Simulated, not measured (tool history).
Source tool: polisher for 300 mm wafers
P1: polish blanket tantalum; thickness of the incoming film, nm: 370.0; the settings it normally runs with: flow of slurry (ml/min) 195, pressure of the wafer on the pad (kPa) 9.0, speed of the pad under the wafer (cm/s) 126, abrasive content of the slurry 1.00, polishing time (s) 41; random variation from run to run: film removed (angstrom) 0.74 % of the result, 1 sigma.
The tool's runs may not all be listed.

run    day  flow of slurry (ml/min)  pressure of the wafer on the pad (kPa)  speed of the pad under the wafer (cm/s)  abrasive content of the slurry  polishing time (s)  wafers polished on this pad  hours since the slurry nozzle was cleaned  hours since the head pressure was calibrated  hours since the slurry blender was calibrated  film removed (angstrom)
  1  0.267                      195                                     9.0                                      126                            1.00                  41                          804                                       45.9                                         193.1                                           39.9                   572.93
  2  0.588                      195                                     9.0                                      126                            1.00                  41                          875                                       53.6                                         200.8                                           47.6                   573.73
  3  0.908                      195                                     9.0                                      126                            1.00                  27                          945                                       61.3                                         208.5                                           55.3                   380.93
  4  1.217                      195                                     9.0                                      126                            1.00                  41                         1013                                       68.7                                         215.9                                           62.7                   579.96
  5  1.479                      195                                     9.0                                      166                            1.00                  41                         1071                                       75.0                                         222.2                                           69.0                   759.99
  6  1.771                      195                                    14.5                                      126                            1.00                  41                         1135                                       82.0                                         229.2                                           76.0                   934.49
  7  2.033                      195                                     9.0                                      166                            1.00                  32                         1193                                       88.3                                         235.5                                           82.3                   590.46
  8  2.304                      195                                     9.0                                      126                            1.00                  41                         1253                                       94.8                                         242.0                                           88.8                   571.53
  9  2.621                      305                                     9.0                                      126                            1.00                  41                         1322                                      102.4                                         249.6                                           96.4                   602.69
 10  2.838                      195                                     9.0                                      126                            1.00                  52                         1370                                      107.6                                         254.8                                          101.6                   731.29
     2.938  -- slurry blender recalibrated
 11  3.121                      140                                     9.0                                      126                            1.00                  41                         1432                                      114.4                                         261.6                                            4.4                   544.97
 12  3.454                      195                                     4.1                                      126                            1.00                  41                         1506                                      122.4                                         269.6                                           12.4                   266.19
 13  3.650                      195                                     9.0                                      126                            1.00                  41                         1549                                      127.1                                         274.3                                           17.1                   576.12
 14  3.821                      195                                     9.0                                      126                            0.55                  41                         1586                                      131.2                                         278.4                                           21.2                   463.96
 15  4.154                      195                                     9.0                                       80                            1.00                  41                         1660                                      139.2                                         286.4                                           29.2                   367.72
 16  4.321                      195                                     9.0                                      126                            1.40                  41                         1696                                      143.2                                         290.4                                           33.2                   626.63
 17  4.575                      260                                     6.9                                      126                            1.00                  41                         1752                                      149.3                                         296.5                                           39.3                   457.72
 18  4.838                      195                                     9.0                                      126                            1.00                  41                         1810                                      155.6                                         302.8                                           45.6                   573.49
 19  5.096                      195                                     9.0                                      126                            1.00                  41                         1867                                      161.8                                         309.0                                           51.8                   559.19
 20  5.329                      195                                     9.0                                      126                            1.00                  41                         1918                                      167.4                                         314.6                                           57.4                   535.35
 21  5.633                      195                                     9.0                                      126                            1.00                  41                         1985                                      174.7                                         321.9                                           64.7                   532.12
 22  5.825                      195                                     9.0                                      126                            1.00                  41                         2027                                      179.3                                         326.5                                           69.3                   519.52
     5.942  -- worn pad replaced by a new one
 23  5.983                      195                                     9.0                                      126                            1.00                  41                            9                                      183.1                                         330.3                                           73.1                   519.48

Run 24 comes next. What will it give?
     6.129  -- slurry nozzle cleaned
 24  6.188                      195                                     9.0                                      126                            1.00                  41                           54                                        1.4                                         335.2                                           78.0                        ?

film removed (angstrom): 520.52

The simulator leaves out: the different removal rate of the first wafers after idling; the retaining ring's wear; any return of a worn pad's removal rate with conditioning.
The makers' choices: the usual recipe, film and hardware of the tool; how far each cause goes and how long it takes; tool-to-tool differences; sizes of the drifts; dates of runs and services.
